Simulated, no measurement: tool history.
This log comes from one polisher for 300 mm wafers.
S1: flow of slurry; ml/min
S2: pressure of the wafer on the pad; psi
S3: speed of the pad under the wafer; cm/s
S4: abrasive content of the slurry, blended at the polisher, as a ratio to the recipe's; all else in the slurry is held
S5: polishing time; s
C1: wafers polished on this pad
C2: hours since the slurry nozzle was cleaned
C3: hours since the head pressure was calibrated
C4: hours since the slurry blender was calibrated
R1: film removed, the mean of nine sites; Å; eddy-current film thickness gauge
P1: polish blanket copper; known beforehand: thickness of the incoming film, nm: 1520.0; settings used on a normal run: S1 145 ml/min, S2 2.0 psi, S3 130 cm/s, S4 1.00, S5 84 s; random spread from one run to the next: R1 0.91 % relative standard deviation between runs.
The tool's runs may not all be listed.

| run | hour | S1 | S2 | S3 | S4 | S5 | C1 | C2 | C3 | C4 | R1 |
|---|---|---|---|---|---|---|---|---|---|---|---|
| 1 | 7.3 | 145 | 2.0 | 130 | 1.00 | 84 | 363 | 394.1 | 683.5 | 74.8 | 2550.2 |
| 2 | 15.9 | 145 | 2.0 | 130 | 1.00 | 84 | 406 | 402.7 | 692.1 | 83.4 | 2591.3 |
| 3 | 22.1 | 145 | 2.0 | 130 | 1.00 | 84 | 437 | 408.9 | 698.3 | 89.6 | 2590.6 |
| 4 | 28.2 | 195 | 2.0 | 130 | 1.00 | 84 | 467 | 415.0 | 704.4 | 95.7 | 2725.2 |
| 5 | 35.9 | 145 | 2.0 | 198 | 1.00 | 84 | 506 | 422.7 | 712.1 | 103.4 | 3923.2 |
| 6 | 43.3 | 145 | 2.0 | 70 | 1.00 | 84 | 543 | 430.1 | 719.5 | 110.8 | 1389.8 |
|  | 46.6 | worn pad replaced by a new one |
| 7 | 51.1 | 145 | 2.0 | 130 | 1.00 | 84 | 22 | 437.9 | 727.3 | 118.6 | 2596.2 |
| 8 | 59.5 | 85 | 2.0 | 130 | 1.00 | 84 | 64 | 446.3 | 735.7 | 127.0 | 2281.4 |
| 9 | 67.9 | 145 | 2.0 | 130 | 1.00 | 84 | 106 | 454.7 | 744.1 | 135.4 | 2573.7 |
| 10 | 75.5 | 145 | 2.0 | 130 | 0.50 | 84 | 145 | 462.3 | 751.7 | 143.0 | 2242.3 |
| 11 | 80.4 | 145 | 2.0 | 130 | 1.00 | 38 | 169 | 467.2 | 756.6 | 147.9 | 1174.1 |
| 12 | 86.7 | 145 | 1.4 | 130 | 1.00 | 84 | 201 | 473.5 | 762.9 | 154.2 | 1804.1 |
|  | 90.1 | slurry nozzle cleaned |
| 13 | 95.6 | 145 | 2.0 | 130 | 1.00 | 84 | 246 | 5.6 | 771.8 | 163.1 | 2584.1 |
|  | 99.2 | slurry blender recalibrated |
| 14 | 102.9 | 145 | 2.6 | 130 | 1.00 | 84 | 282 | 12.9 | 779.1 | 3.7 | 3335.7 |
| 15 | 111.6 | 145 | 2.6 | 164 | 1.00 | 84 | 326 | 21.6 | 787.8 | 12.4 | 4235.4 |
| 16 | 116.6 | 145 | 2.0 | 130 | 1.00 | 118 | 351 | 26.6 | 792.8 | 17.4 | 3651.2 |
| 17 | 124.7 | 145 | 2.0 | 130 | 1.45 | 84 | 392 | 34.7 | 800.9 | 25.5 | 2772.4 |
| 18 | 131.5 | 145 | 2.0 | 130 | 1.00 | 84 | 426 | 41.5 | 807.7 | 32.3 | 2554.7 |
| 19 | 137.0 | 145 | 2.0 | 130 | 1.00 | 84 | 453 | 47.0 | 813.2 | 37.8 | 2528.8 |
| 20 | 141.4 | 145 | 2.0 | 130 | 1.00 | 84 | 476 | 51.4 | 817.6 | 42.2 | 2451.3 |
| 21 | 148.8 | 145 | 2.0 | 130 | 1.00 | 84 | 513 | 58.8 | 825.0 | 49.6 | 2432.4 |
|  | 152.8 | slurry blender recalibrated |
|  | 153.2 | worn pad replaced by a new one |
| 22 | 154.2 | 145 | 2.0 | 130 | 1.00 | 84 | 5 | 64.2 | 830.4 | 1.5 | 2340.9 |
| 23 | 160.0 | 145 | 2.0 | 130 | 1.00 | 84 | 34 | 70.0 | 836.2 | 7.3 | 2347.0 |
| 24 | 169.0 | 145 | 2.0 | 130 | 1.00 | 84 | 79 | 79.0 | 845.2 | 16.3 | 2342.8 |
| 25 | 176.1 | 145 | 2.0 | 130 | 1.00 | 84 | 115 | 86.1 | 852.3 | 23.4 | 2328.5 |
| 26 | 184.3 | 145 | 2.0 | 130 | 1.00 | 84 | 156 | 94.3 | 860.5 | 31.6 | 2277.2 |
| 27 | 189.3 | 145 | 2.0 | 130 | 1.00 | 84 | 181 | 99.3 | 865.5 | 36.6 | 2305.1 |

What P1 gives has crept off from where it sat before. The 2 causes that follow fit the log equally well, each at the size noted:
A: slurry flow missing at the pad, % = 38.4
B: head's pressure below its setpoint, % = 10.2
Onset of the creep was near hour 131.5.
What rules out each remaining cause:
removal rate lost through wear of the pad, %: serviced after onset, at hour 153.2, with no recovery of the prior output
abrasive missing from the slurry, %: serviced after onset, at hour 152.8, with no recovery of the prior output

Of the 4 check runs below, each run on 2 wafers with the results averaged and each result still a question mark, which one would tell the listed causes apart?
| check 1 | 194.3 | 145 | 2.5 | 130 | 1.40 | 84 |  |  |  |  | ? |
| check 2 | 194.3 | 85 | 2.0 | 102 | 1.00 | 84 |  |  |  |  | ? |
| check 3 | 194.3 | 145 | 2.0 | 182 | 0.70 | 84 |  |  |  |  | ? |
| check 4 | 194.3 | 145 | 2.0 | 84 | 1.00 | 61 |  |  |  |  | ? |

If the cause were each of the candidates in turn, the checks would give the following:
| check | result | if A | if B |
|---|---|---|---|
| check 1 | R1 | 3105.5 | 3106.8 |
| check 2 | R1 | 1505.3 | 1603.9 |
| check 3 | R1 | 2998.7 | 2999.9 |
| check 4 | R1 | 1083.1 | 1083.6 |
Per check, the gap between the least separated pair of causes, taken in the result that splits them most: check 1 0.04 %; check 2 6.35 %; check 3 0.04 %; check 4 0.04 %
The causes can be told apart only by check 2. The other checks would give nearly the same results under each of them.

After running check 2, the following was obtained: R1 1527.6 Å. Which cause does this point to?

It was cause A: slurry flow missing at the pad, %.
